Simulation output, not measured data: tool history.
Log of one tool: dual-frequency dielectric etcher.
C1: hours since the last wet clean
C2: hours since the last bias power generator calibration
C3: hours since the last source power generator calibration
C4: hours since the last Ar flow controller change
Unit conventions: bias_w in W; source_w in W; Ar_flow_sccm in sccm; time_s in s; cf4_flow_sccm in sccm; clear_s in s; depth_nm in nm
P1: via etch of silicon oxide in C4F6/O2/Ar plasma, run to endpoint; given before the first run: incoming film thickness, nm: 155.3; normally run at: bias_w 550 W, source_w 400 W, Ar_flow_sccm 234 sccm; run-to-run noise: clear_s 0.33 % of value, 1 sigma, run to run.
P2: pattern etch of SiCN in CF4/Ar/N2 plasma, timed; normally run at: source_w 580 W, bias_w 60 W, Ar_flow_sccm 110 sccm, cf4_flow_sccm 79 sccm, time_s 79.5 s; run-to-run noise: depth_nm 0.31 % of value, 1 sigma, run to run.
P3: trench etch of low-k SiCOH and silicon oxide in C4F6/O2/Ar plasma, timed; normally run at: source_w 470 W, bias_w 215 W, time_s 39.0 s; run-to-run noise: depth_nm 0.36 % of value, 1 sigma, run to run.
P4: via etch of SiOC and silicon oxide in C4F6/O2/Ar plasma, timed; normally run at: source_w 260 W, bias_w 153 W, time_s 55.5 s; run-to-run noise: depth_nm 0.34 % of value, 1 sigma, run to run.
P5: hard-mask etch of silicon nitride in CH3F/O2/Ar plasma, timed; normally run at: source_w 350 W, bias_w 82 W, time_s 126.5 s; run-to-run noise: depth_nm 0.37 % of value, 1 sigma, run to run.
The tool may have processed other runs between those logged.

run 1 day=0.575 | process=P1 bias_w=550 source_w=400 Ar_flow_sccm=234 | C1=133.3 C2=758.7 C3=468.4 C4=1410.4 | clear_s=32.990
run 2 day=1.096 | process=P1 bias_w=550 source_w=270 Ar_flow_sccm=292 | C1=145.8 C2=771.2 C3=480.9 C4=1422.9 | clear_s=38.926
run 3 day=1.575 | process=P1 bias_w=550 source_w=250 Ar_flow_sccm=234 | C1=157.3 C2=782.7 C3=492.4 C4=1434.4 | clear_s=39.074
run 4 day=2.054 | process=P1 bias_w=413 source_w=400 Ar_flow_sccm=234 | C1=168.8 C2=794.2 C3=503.9 C4=1445.9 | clear_s=36.500
run 5 day=2.671 | process=P3 bias_w=215 source_w=470 time_s=53.5 | C1=183.6 C2=809.0 C3=518.7 C4=1460.7 | depth_nm=190.500
run 6 day=3.096 | process=P2 bias_w=85 source_w=580 Ar_flow_sccm=110 time_s=79.5 cf4_flow_sccm=79 | C1=193.8 C2=819.2 C3=528.9 C4=1470.9 | depth_nm=90.201
run 7 day=3.675 | process=P5 bias_w=82 source_w=350 time_s=126.5 | C1=207.7 C2=833.1 C3=542.8 C4=1484.8 | depth_nm=88.202
run 8 day=4.262 | process=P2 bias_w=60 source_w=580 Ar_flow_sccm=110 time_s=79.5 cf4_flow_sccm=79 | C1=221.8 C2=847.2 C3=556.9 C4=1498.9 | depth_nm=80.375
run 9 day=4.908 | process=P1 bias_w=550 source_w=400 Ar_flow_sccm=234 | C1=237.3 C2=862.7 C3=572.4 C4=1514.4 | clear_s=32.949
run 10 day=5.504 | process=P5 bias_w=82 source_w=350 time_s=91.5 | C1=251.6 C2=877.0 C3=586.7 C4=1528.7 | depth_nm=63.840
run 11 day=6.117 | process=P3 bias_w=215 source_w=470 time_s=39.0 | C1=266.3 C2=891.7 C3=601.4 C4=1543.4 | depth_nm=138.980
run 12 day=6.608 | process=P2 bias_w=60 source_w=580 Ar_flow_sccm=110 time_s=79.5 cf4_flow_sccm=60 | C1=278.1 C2=903.5 C3=613.2 C4=1555.2 | depth_nm=76.160
run 13 day=7.246 | process=P3 bias_w=215 source_w=280 time_s=39.0 | C1=293.4 C2=918.8 C3=628.5 C4=1570.5 | depth_nm=114.080
run 14 day=7.617 | process=P1 bias_w=550 source_w=400 Ar_flow_sccm=234 | C1=302.3 C2=927.7 C3=637.4 C4=1579.4 | clear_s=32.796
run 15 day=7.979 | process=P4 bias_w=153 source_w=260 time_s=55.5 | C1=311.0 C2=936.4 C3=646.1 C4=1588.1 | depth_nm=50.914
run 16 day=8.758 | process=P1 bias_w=776 source_w=400 Ar_flow_sccm=234 | C1=329.7 C2=955.1 C3=664.8 C4=1606.8 | clear_s=28.796
-- day=9.125 wet clean of the chamber
run 17 day=9.408 | process=P2 bias_w=60 source_w=410 Ar_flow_sccm=110 time_s=79.5 cf4_flow_sccm=79 | C1=6.9 C2=970.7 C3=680.4 C4=1622.4 | depth_nm=58.591
run 18 day=9.950 | process=P4 bias_w=153 source_w=260 time_s=55.5 | C1=19.9 C2=983.7 C3=693.4 C4=1635.4 | depth_nm=51.250
run 19 day=10.462 | process=P4 bias_w=109 source_w=260 time_s=55.5 | C1=32.2 C2=996.0 C3=705.7 C4=1647.7 | depth_nm=46.098
run 20 day=10.879 | process=P1 bias_w=403 source_w=320 Ar_flow_sccm=234 | C1=42.2 C2=1006.0 C3=715.7 C4=1657.7 | clear_s=40.147
run 21 day=11.525 | process=P1 bias_w=550 source_w=400 Ar_flow_sccm=276 | C1=57.7 C2=1021.5 C3=731.2 C4=1673.2 | clear_s=33.471
run 22 day=12.312 | process=P1 bias_w=550 source_w=510 Ar_flow_sccm=234 | C1=76.6 C2=1040.4 C3=750.1 C4=1692.1 | clear_s=29.836
run 23 day=13.100 | process=P5 bias_w=82 source_w=230 time_s=126.5 | C1=95.5 C2=1059.3 C3=769.0 C4=1711.0 | depth_nm=75.055
run 24 day=13.662 | process=P4 bias_w=153 source_w=260 time_s=80.0 | C1=109.0 C2=1072.8 C3=782.5 C4=1724.5 | depth_nm=73.659
-- day=13.933 bias power generator calibrated
run 25 day=14.021 | process=P2 bias_w=60 source_w=580 Ar_flow_sccm=73 time_s=79.5 cf4_flow_sccm=79 | C1=117.6 C2=2.2 C3=791.1 C4=1733.1 | depth_nm=85.494
run 26 day=14.675 | process=P3 bias_w=129 source_w=470 time_s=39.0 | C1=133.3 C2=17.9 C3=806.8 C4=1748.8 | depth_nm=118.390
run 27 day=15.283 | process=P1 bias_w=550 source_w=400 Ar_flow_sccm=234 | C1=147.9 C2=32.5 C3=821.4 C4=1763.4 | clear_s=32.761
run 28 day=16.000 | process=P4 bias_w=153 source_w=170 time_s=55.5 | C1=165.1 C2=49.7 C3=838.6 C4=1780.6 | depth_nm=43.606
run 29 day=16.771 | process=P2 bias_w=60 source_w=580 Ar_flow_sccm=110 time_s=55.0 cf4_flow_sccm=79 | C1=183.6 C2=68.2 C3=857.1 C4=1799.1 | depth_nm=55.418
run 30 day=17.438 | process=P1 bias_w=550 source_w=400 Ar_flow_sccm=168 | C1=199.6 C2=84.2 C3=873.1 C4=1815.1 | clear_s=31.549
run 31 day=17.792 | process=P5 bias_w=105 source_w=350 time_s=126.5 | C1=208.1 C2=92.7 C3=881.6 C4=1823.6 | depth_nm=96.438

For run 32, what comes out?
run 32 day=18.496 | process=P1 bias_w=550 source_w=400 Ar_flow_sccm=234 | C1=225.0 C2=109.6 C3=898.5 C4=1840.5 | clear_s=?

Run 32 yielded clear_s 32.718 s.
